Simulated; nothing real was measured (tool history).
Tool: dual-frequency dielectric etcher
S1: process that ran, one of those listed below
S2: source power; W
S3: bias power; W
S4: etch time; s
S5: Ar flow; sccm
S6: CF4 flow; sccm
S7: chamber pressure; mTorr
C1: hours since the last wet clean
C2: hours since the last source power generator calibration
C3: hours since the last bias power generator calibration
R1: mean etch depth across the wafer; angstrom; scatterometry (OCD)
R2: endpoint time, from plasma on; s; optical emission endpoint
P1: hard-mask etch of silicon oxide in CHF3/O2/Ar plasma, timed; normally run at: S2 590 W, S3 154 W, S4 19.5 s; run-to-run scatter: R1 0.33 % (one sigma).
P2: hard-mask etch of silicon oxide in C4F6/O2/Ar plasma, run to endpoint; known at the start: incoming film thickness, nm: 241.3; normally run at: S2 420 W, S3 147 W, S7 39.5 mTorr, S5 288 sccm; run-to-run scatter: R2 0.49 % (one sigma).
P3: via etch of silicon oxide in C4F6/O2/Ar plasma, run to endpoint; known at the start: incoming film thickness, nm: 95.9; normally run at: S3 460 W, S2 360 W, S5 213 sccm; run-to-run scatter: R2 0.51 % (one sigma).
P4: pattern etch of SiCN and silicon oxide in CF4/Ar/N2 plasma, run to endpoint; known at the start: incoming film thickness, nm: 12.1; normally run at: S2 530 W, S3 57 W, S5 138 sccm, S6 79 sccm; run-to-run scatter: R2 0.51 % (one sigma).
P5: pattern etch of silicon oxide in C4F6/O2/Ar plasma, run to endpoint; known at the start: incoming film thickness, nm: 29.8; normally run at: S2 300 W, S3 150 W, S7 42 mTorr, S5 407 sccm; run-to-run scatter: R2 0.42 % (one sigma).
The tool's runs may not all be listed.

run 1 hour=16.3 | S1=P1 S2=590 S3=154 S4=19.5 | C1=297.4 C2=2073.1 C3=408.7 | R1=357.88
run 2 hour=25.1 | S1=P4 S2=530 S3=57 S5=184 S6=79 | C1=306.2 C2=2081.9 C3=417.5 | R2=14.262
run 3 hour=33.7 | S1=P1 S2=730 S3=154 S4=19.5 | C1=314.8 C2=2090.5 C3=426.1 | R1=387.33
run 4 hour=46.3 | S1=P1 S2=590 S3=154 S4=19.5 | C1=327.4 C2=2103.1 C3=438.7 | R1=356.44
run 5 hour=60.5 | S1=P1 S2=590 S3=154 S4=19.5 | C1=341.6 C2=2117.3 C3=452.9 | R1=356.44
run 6 hour=68.2 | S1=P1 S2=590 S3=154 S4=19.5 | C1=349.3 C2=2125 C3=460.6 | R1=357.1
run 7 hour=82.5 | S1=P1 S2=590 S3=214 S4=19.5 | C1=363.6 C2=2139.3 C3=474.9 | R1=398.75
run 8 hour=94.5 | S1=P1 S2=590 S3=104 S4=19.5 | C1=375.6 C2=2151.3 C3=486.9 | R1=316.18
run 9 hour=103.9 | S1=P3 S2=480 S3=460 S5=213 | C1=385 C2=2160.7 C3=496.3 | R2=19.758
run 10 hour=113.8 | S1=P1 S2=740 S3=185 S4=19.5 | C1=394.9 C2=2170.6 C3=506.2 | R1=412.46
run 11 hour=120.8 | S1=P2 S2=420 S3=147 S5=375 S7=39.5 | C1=401.9 C2=2177.6 C3=513.2 | R2=84.058
run 12 hour=130.7 | S1=P5 S2=300 S3=150 S5=249 S7=42 | C1=411.8 C2=2187.5 C3=523.1 | R2=11.233
run 13 hour=137.9 | S1=P4 S2=380 S3=57 S5=138 S6=79 | C1=419 C2=2194.7 C3=530.3 | R2=18.287
run 14 hour=153.1 | S1=P4 S2=530 S3=57 S5=138 S6=50 | C1=434.2 C2=2209.9 C3=545.5 | R2=14.848
run 15 hour=165.9 | S1=P2 S2=420 S3=203 S5=288 S7=39.5 | C1=447 C2=2222.7 C3=558.3 | R2=75.375
run 16 hour=178.5 | S1=P4 S2=530 S3=45 S5=138 S6=79 | C1=459.6 C2=2235.3 C3=570.9 | R2=14.765
run 17 hour=193.2 | S1=P2 S2=560 S3=147 S5=288 S7=39.5 | C1=474.3 C2=2250 C3=585.6 | R2=73.895
run 18 hour=203.3 | S1=P1 S2=590 S3=154 S4=19.5 | C1=484.4 C2=2260.1 C3=595.7 | R1=356.16
run 19 hour=212.4 | S1=P3 S2=360 S3=460 S5=213 | C1=493.5 C2=2269.2 C3=604.8 | R2=21.765
run 20 hour=223.4 | S1=P5 S2=300 S3=150 S5=407 S7=54.5 | C1=504.5 C2=2280.2 C3=615.8 | R2=12.191
run 21 hour=239.4 | S1=P2 S2=420 S3=147 S5=288 S7=55 | C1=520.5 C2=2296.2 C3=631.8 | R2=86.004
run 22 hour=249.6 | S1=P2 S2=420 S3=147 S5=288 S7=39.5 | C1=530.7 C2=2306.4 C3=642 | R2=83.178
run 23 hour=261.3 | S1=P3 S2=360 S3=460 S5=279 | C1=542.4 C2=2318.1 C3=653.7 | R2=22.49
run 24 hour=270.6 | S1=P1 S2=590 S3=154 S4=14.5 | C1=551.7 C2=2327.4 C3=663 | R1=267.14
-- hour=277 wet clean of the chamber
run 25 hour=284.6 | S1=P4 S2=530 S3=57 S5=138 S6=79 | C1=7.7 C2=2341.4 C3=677 | R2=13.792
run 26 hour=298.7 | S1=P5 S2=300 S3=150 S5=407 S7=42 | C1=21.8 C2=2355.5 C3=691.1 | R2=11.811
run 27 hour=309.8 | S1=P1 S2=370 S3=154 S4=19.5 | C1=32.9 C2=2366.6 C3=702.2 | R1=297.7

Run 28 comes next. What will it give?
run 28 hour=320.1 | S1=P3 S2=360 S3=268 S5=213 | C1=43.2 C2=2376.9 C3=712.5 | R2=?

R2: 26.347 s

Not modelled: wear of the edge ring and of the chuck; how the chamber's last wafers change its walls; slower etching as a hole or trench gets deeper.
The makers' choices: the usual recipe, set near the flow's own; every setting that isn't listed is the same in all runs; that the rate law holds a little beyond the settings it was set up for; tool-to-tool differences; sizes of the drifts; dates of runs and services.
